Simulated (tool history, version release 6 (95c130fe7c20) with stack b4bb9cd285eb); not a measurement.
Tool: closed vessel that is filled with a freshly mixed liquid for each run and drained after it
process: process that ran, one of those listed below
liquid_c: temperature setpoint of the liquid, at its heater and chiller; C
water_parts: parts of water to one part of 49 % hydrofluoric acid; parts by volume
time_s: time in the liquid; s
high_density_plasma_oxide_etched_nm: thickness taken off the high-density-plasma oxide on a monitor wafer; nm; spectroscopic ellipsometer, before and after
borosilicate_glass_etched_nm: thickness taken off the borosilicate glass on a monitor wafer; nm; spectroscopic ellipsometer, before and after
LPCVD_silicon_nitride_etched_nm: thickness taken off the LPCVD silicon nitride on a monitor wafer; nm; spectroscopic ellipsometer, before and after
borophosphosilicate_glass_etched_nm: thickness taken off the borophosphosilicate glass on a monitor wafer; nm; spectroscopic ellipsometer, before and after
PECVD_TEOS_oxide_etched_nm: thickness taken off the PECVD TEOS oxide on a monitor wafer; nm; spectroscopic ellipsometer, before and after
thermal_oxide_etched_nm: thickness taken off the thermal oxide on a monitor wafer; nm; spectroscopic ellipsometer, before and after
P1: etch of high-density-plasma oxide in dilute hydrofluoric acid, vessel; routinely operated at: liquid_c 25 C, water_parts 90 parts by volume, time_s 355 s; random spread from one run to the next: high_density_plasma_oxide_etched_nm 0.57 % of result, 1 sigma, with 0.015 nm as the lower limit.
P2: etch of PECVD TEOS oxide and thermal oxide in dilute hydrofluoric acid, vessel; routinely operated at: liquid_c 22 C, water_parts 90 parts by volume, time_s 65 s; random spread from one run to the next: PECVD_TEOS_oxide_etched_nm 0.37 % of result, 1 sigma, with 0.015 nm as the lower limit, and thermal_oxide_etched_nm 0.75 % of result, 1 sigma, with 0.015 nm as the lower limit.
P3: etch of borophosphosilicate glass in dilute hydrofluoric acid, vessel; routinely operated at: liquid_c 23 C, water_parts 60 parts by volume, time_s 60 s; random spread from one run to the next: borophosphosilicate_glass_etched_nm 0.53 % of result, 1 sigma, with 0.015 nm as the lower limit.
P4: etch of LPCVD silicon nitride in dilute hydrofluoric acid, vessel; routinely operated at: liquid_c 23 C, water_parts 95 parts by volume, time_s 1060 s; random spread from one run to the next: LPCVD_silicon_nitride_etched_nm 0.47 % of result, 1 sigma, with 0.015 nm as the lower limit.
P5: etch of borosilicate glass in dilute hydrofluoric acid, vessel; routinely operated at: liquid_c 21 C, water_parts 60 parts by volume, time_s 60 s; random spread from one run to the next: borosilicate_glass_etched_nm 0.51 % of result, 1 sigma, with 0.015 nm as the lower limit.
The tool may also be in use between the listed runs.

run	hour	process	liquid_c	water_parts	time_s	high_density_plasma_oxide_etched_nm	borosilicate_glass_etched_nm	LPCVD_silicon_nitride_etched_nm	borophosphosilicate_glass_etched_nm	PECVD_TEOS_oxide_etched_nm	thermal_oxide_etched_nm
1	5.6	P1	25	90	355	21.357					
2	10.3	P1	25	90	355	21.174					
3	16.9	P5	29	60	60		63.699				
4	23.7	P4	31	95	1060			8.3197			
5	30.2	P3	23	20	60				164.43		
6	36.8	P3	23	60	30				25.899		
7	43.3	P5	21	60	60		45.889				
8	46.7	P5	21	90	60		29.646				
9	50.9	P4	23	95	2105			9.9189			
10	57.9	P2	22	90	130					21.492	6.3369
11	63.2	P1	25	90	355	21.234					
12	68.2	P4	23	45	1060			10.419			
13	74.5	P1	18.5	90	80	3.6665					
14	78.1	P2	27.5	90	65					13.427	3.9579
15	84.6	P2	22	30	65					34.443	10.365
16	89.8	P1	25	90	80	4.8075					
17	95.2	P4	23	95	1060			4.9468			
18	99.9	P1	25	155	590	18.75					
19	104	P1	25	125	355	14.617					
20	108.2	P3	23	60	60				51.94		
21	113.8	P1	25	90	680	40.534					
22	120.1	P5	21	60	105		80.907				
23	126.7	P5	21	60	60		46.153				
24	132.2	P1	20	90	355	17.398					
25	135.8	P2	22	90	65					10.718	3.149
26	139.3	P1	25	90	355	21.232					
27	144.4	P2	22	90	65					10.758	3.2127
28	150.1	P1	32	90	355	27.818					
29	154.8	P1	25	90	355	21.239					

The next listed run, before its measurement:
30	161.1	P1	25	35	355	?					

{"run 30": {"high_density_plasma_oxide_etched_nm": 58.499}}
